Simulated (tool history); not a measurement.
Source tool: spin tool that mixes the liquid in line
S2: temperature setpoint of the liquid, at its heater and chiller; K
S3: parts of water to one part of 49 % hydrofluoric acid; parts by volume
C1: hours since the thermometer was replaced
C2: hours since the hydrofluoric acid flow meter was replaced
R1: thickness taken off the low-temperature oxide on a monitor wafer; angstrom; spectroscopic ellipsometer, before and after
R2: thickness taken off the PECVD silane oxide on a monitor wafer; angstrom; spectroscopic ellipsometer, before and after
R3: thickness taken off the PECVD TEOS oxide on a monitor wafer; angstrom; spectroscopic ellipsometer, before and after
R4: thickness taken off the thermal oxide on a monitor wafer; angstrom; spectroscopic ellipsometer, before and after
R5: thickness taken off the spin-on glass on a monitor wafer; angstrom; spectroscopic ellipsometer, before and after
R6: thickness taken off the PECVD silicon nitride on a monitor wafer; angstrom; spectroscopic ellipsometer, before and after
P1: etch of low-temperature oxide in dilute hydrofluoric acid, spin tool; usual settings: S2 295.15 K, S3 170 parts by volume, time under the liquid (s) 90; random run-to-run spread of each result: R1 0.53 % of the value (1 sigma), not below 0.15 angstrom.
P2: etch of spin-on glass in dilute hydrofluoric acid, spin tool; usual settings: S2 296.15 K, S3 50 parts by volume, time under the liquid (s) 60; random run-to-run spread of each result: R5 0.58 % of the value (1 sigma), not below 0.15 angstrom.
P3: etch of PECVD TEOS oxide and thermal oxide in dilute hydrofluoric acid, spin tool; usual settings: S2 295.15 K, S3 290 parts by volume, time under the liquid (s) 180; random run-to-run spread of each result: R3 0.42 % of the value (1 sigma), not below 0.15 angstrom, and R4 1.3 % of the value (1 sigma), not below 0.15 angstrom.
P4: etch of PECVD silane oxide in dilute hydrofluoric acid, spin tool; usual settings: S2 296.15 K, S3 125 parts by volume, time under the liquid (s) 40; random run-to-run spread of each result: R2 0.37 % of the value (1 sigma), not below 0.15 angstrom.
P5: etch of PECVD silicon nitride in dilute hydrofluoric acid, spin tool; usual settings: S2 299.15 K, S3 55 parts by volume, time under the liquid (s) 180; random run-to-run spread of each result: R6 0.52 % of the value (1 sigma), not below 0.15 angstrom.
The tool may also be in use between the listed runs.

run 1 day=0.092 | process_that_ran=P1 S2=295.15 S3=170 time_under_the_liquid_(s)=90 | C1=1265.1 C2=180.9 | R1=59.421
run 2 day=0.267 | process_that_ran=P4 S2=296.15 S3=125 time_under_the_liquid_(s)=40 | C1=1269.3 C2=185.1 | R2=85.734
run 3 day=0.408 | process_that_ran=P3 S2=290.15 S3=290 time_under_the_liquid_(s)=180 | C1=1272.7 C2=188.5 | R3=51.094 R4=17.035
run 4 day=0.588 | process_that_ran=P2 S2=296.15 S3=50 time_under_the_liquid_(s)=60 | C1=1277 C2=192.8 | R5=538.05
run 5 day=0.712 | process_that_ran=P1 S2=295.15 S3=170 time_under_the_liquid_(s)=90 | C1=1280 C2=195.8 | R1=58.916
run 6 day=0.912 | process_that_ran=P4 S2=296.15 S3=125 time_under_the_liquid_(s)=15 | C1=1284.8 C2=200.6 | R2=32.216
run 7 day=1.054 | process_that_ran=P5 S2=299.15 S3=55 time_under_the_liquid_(s)=180 | C1=1288.2 C2=204 | R6=95.615
run 8 day=1.146 | process_that_ran=P5 S2=299.15 S3=20 time_under_the_liquid_(s)=180 | C1=1290.4 C2=206.2 | R6=257.09
run 9 day=1.242 | process_that_ran=P5 S2=295.15 S3=55 time_under_the_liquid_(s)=180 | C1=1292.7 C2=208.5 | R6=74.394
run 10 day=1.421 | process_that_ran=P3 S2=295.15 S3=400 time_under_the_liquid_(s)=180 | C1=1297 C2=212.8 | R3=40.532 R4=13.239
run 11 day=1.592 | process_that_ran=P4 S2=290.15 S3=125 time_under_the_liquid_(s)=40 | C1=1301.1 C2=216.9 | R2=67.254
run 12 day=1.742 | process_that_ran=P1 S2=291.15 S3=85 time_under_the_liquid_(s)=90 | C1=1304.7 C2=220.5 | R1=110.88
run 13 day=1.867 | process_that_ran=P3 S2=295.15 S3=290 time_under_the_liquid_(s)=180 | C1=1307.7 C2=223.5 | R3=61.342 R4=20.154
run 14 day=2.038 | process_that_ran=P1 S2=295.15 S3=70 time_under_the_liquid_(s)=90 | C1=1311.8 C2=227.6 | R1=158.96
run 15 day=2.238 | process_that_ran=P4 S2=296.15 S3=125 time_under_the_liquid_(s)=40 | C1=1316.6 C2=232.4 | R2=85.771
run 16 day=2.354 | process_that_ran=P1 S2=295.15 S3=235 time_under_the_liquid_(s)=90 | C1=1319.4 C2=235.2 | R1=40.27
run 17 day=2.467 | process_that_ran=P1 S2=295.15 S3=170 time_under_the_liquid_(s)=40 | C1=1322.1 C2=237.9 | R1=26.345
run 18 day=2.571 | process_that_ran=P1 S2=295.15 S3=170 time_under_the_liquid_(s)=165 | C1=1324.6 C2=240.4 | R1=107.76
run 19 day=2.688 | process_that_ran=P2 S2=296.15 S3=50 time_under_the_liquid_(s)=110 | C1=1327.4 C2=243.2 | R5=986.6
run 20 day=2.788 | process_that_ran=P1 S2=295.15 S3=170 time_under_the_liquid_(s)=90 | C1=1329.8 C2=245.6 | R1=59.112
run 21 day=2.933 | process_that_ran=P2 S2=296.15 S3=20 time_under_the_liquid_(s)=60 | C1=1333.3 C2=249.1 | R5=1403
run 22 day=3.021 | process_that_ran=P2 S2=290.15 S3=50 time_under_the_liquid_(s)=60 | C1=1335.4 C2=251.2 | R5=419.31
run 23 day=3.196 | process_that_ran=P5 S2=299.15 S3=55 time_under_the_liquid_(s)=180 | C1=1339.6 C2=255.4 | R6=96.49
run 24 day=3.392 | process_that_ran=P1 S2=302.65 S3=170 time_under_the_liquid_(s)=90 | C1=1344.3 C2=260.1 | R1=77.829
run 25 day=3.575 | process_that_ran=P5 S2=299.15 S3=55 time_under_the_liquid_(s)=40 | C1=1348.7 C2=264.5 | R6=21.641
run 26 day=3.667 | process_that_ran=P4 S2=296.15 S3=50 time_under_the_liquid_(s)=40 | C1=1350.9 C2=266.7 | R2=236.69
run 27 day=3.796 | process_that_ran=P1 S2=295.15 S3=170 time_under_the_liquid_(s)=90 | C1=1354 C2=269.8 | R1=59.072
run 28 day=3.946 | process_that_ran=P3 S2=295.15 S3=290 time_under_the_liquid_(s)=50 | C1=1357.6 C2=273.4 | R3=17.017 R4=5.2813
run 29 day=4.112 | process_that_ran=P1 S2=290.65 S3=170 time_under_the_liquid_(s)=90 | C1=1361.6 C2=277.4 | R1=49.221
run 30 day=4.288 | process_that_ran=P1 S2=295.15 S3=170 time_under_the_liquid_(s)=90 | C1=1365.8 C2=281.6 | R1=58.903
run 31 day=4.479 | process_that_ran=P1 S2=295.15 S3=170 time_under_the_liquid_(s)=90 | C1=1370.4 C2=286.2 | R1=61.3
run 32 day=4.592 | process_that_ran=P1 S2=295.15 S3=170 time_under_the_liquid_(s)=90 | C1=1373.1 C2=288.9 | R1=60.947
run 33 day=4.788 | process_that_ran=P1 S2=295.15 S3=170 time_under_the_liquid_(s)=90 | C1=1377.8 C2=293.6 | R1=61.94
run 34 day=4.912 | process_that_ran=P1 S2=295.15 S3=170 time_under_the_liquid_(s)=90 | C1=1380.8 C2=296.6 | R1=63.094
run 35 day=5.108 | process_that_ran=P1 S2=295.15 S3=170 time_under_the_liquid_(s)=90 | C1=1385.5 C2=301.3 | R1=64.001
run 36 day=5.267 | process_that_ran=P1 S2=295.15 S3=170 time_under_the_liquid_(s)=90 | C1=1389.3 C2=305.1 | R1=63.691
run 37 day=5.408 | process_that_ran=P1 S2=295.15 S3=170 time_under_the_liquid_(s)=90 | C1=1392.7 C2=308.5 | R1=64.389
run 38 day=5.592 | process_that_ran=P1 S2=295.15 S3=170 time_under_the_liquid_(s)=90 | C1=1397.1 C2=312.9 | R1=64.448
run 39 day=5.742 | process_that_ran=P1 S2=295.15 S3=170 time_under_the_liquid_(s)=90 | C1=1400.7 C2=316.5 | R1=64.356

What P1 gives has crept away from where it was. These 2 causes fit the log equally well, each at the size given:
A: liquid hotter than its thermometer reads (K) = 2.11
B: hydrofluoric acid flow above the setpoint (%) = 7.06
The creep began at about day 4.288.

Question marks stand in for the results of the 4 check runs listed below, each run on one wafer. Under which run would the listed causes show clearly different results?
run check 1 day=5.892 | process_that_ran=P4 S2=296.15 S3=125 time_under_the_liquid_(s)=40 | R2=?
run check 2 day=5.892 | process_that_ran=P5 S2=299.15 S3=55 time_under_the_liquid_(s)=180 | R6=?
run check 3 day=5.892 | process_that_ran=P3 S2=295.15 S3=290 time_under_the_liquid_(s)=180 | R3=? R4=?
run check 4 day=5.892 | process_that_ran=P2 S2=296.15 S3=50 time_under_the_liquid_(s)=60 | R5=?

Outcome of each check run for each possible cause:
check=check_1 result=R2 if_A=93.011 if_B=92.614
check=check_2 result=R6 if_A=111.02 if_B=103.35
check=check_3 result=R3 if_A=65.905 if_B=66.684
check=check_3 result=R4 if_A=21.594 if_B=21.849
check=check_4 result=R5 if_A=587.4 if_B=579.09
Separation of the two closest causes in each check, using whichever result separates them best: check 1 0.43 %; check 2 7.16 %; check 3 1.18 %; check 4 1.42 %
Check 2 is the one run that separates the causes; every other check would come out nearly the same whichever cause is at work.

With check 2 done, the readings were: R6 111.8 angstrom. Identify which of the listed causes applies.

It is A: liquid hotter than its thermometer reads (K).
